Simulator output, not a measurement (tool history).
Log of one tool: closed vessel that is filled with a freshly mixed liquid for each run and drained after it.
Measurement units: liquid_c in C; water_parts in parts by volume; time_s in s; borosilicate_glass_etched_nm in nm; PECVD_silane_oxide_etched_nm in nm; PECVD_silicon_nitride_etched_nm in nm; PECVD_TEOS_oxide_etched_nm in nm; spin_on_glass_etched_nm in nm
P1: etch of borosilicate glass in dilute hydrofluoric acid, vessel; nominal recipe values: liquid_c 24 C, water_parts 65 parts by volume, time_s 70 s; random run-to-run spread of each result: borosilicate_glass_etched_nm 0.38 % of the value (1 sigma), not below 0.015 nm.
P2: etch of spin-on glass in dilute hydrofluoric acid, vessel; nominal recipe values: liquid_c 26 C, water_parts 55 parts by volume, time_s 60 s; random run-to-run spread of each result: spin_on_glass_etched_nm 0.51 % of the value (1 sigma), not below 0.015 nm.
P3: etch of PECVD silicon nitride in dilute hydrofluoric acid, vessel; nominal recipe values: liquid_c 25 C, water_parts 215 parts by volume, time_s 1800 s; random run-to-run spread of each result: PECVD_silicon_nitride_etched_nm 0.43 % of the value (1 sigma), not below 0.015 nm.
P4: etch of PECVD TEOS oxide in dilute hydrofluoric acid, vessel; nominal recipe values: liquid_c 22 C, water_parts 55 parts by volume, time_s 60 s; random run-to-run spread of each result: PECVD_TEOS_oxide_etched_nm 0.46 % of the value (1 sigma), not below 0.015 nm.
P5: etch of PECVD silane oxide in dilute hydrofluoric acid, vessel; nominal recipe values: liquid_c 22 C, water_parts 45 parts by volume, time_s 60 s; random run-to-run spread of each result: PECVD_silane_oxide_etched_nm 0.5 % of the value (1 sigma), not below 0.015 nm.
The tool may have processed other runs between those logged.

run   hour  process  liquid_c  water_parts  time_s  hours since the thermometer was replaced  hours since the hydrofluoric acid flow meter was replaced  borosilicate_glass_etched_nm  PECVD_silane_oxide_etched_nm  PECVD_silicon_nitride_etched_nm  PECVD_TEOS_oxide_etched_nm  spin_on_glass_etched_nm
  1    6.4       P1        24           65      70                                       581                                                      648.4                        26.459
  2   14.2       P5        22           25      60                                     588.8                                                      656.2                                                      109.41
  3   19.6       P1        24          100      70                                     594.2                                                      661.6                        16.281
  4   27.1       P1        24           65      70                                     601.7                                                      669.1                        26.566
  5   32.5       P3        25          380    1800                                     607.1                                                      674.5                                                                                       17.787
  6   40.3       P1        24           65      70                                     614.9                                                      682.3                        26.534
  7   47.1       P1        24           35      70                                     621.7                                                      689.1                        51.193
  8   51.9       P4        22           55      60                                     626.5                                                      693.9                                                                                                                   30.511
  9   58.9       P3        25          215    1800                                     633.5                                                      700.9                                                                                       31.383
 10   63.2       P1        17           65      70                                     637.8                                                      705.2                         19.75
 11     72       P5        22           45      30                                     646.6                                                        714                                                      29.609
 12   77.9       P2        26           55      60                                     652.5                                                      719.9                                                                                                                                            42.464
 13   85.7       P2        26           55      60                                     660.3                                                      727.7                                                                                                                                            42.702
 14     94       P2        26           55      30                                     668.6                                                        736                                                                                                                                            21.241
 15   99.5       P5        22           45      60                                     674.1                                                      741.5                                                      58.969
 16  105.5       P1      17.5           20      70                                     680.1                                                      747.5                        69.054
 17  112.6       P1        24           65      30                                     687.2                                                      754.6                        11.367
 18    120       P4        22          100      60                                     694.6                                                        762                                                                                                                   15.786
 19  127.1       P2      18.5           55      60                                     701.7                                                      769.1                                                                                                                                            31.273
 20  132.5       P1        24           65      70                                     707.1                                                      774.5                        26.435
 21  136.4       P1        24           65      70                                       711                                                      778.4                        26.533
 22  143.6       P2        26          100      60                                     718.2                                                      785.6                                                                                                                                            22.032
     144.1  -- hydrofluoric acid flow meter replaced
 23  150.7       P1      29.5           65      70                                     725.3                                                        6.6                        32.841
 24  155.3       P4        22           55      30                                     729.9                                                       11.2                                                                                                                   15.047
 25  161.6       P3        25          215    2940                                     736.2                                                       17.5                                                                                        51.41
 26  168.8       P1        24           65     135                                     743.4                                                       24.7                        51.116
 27  173.8       P5        22           45      60                                     748.4                                                       29.7                                                      59.636

Run 28 is up next; what results do you expect?
 28  178.2       P5        17           45      60                                     752.8                                                       34.1                                                           ?

Run 28 yielded PECVD_silane_oxide_etched_nm 47.562 nm.

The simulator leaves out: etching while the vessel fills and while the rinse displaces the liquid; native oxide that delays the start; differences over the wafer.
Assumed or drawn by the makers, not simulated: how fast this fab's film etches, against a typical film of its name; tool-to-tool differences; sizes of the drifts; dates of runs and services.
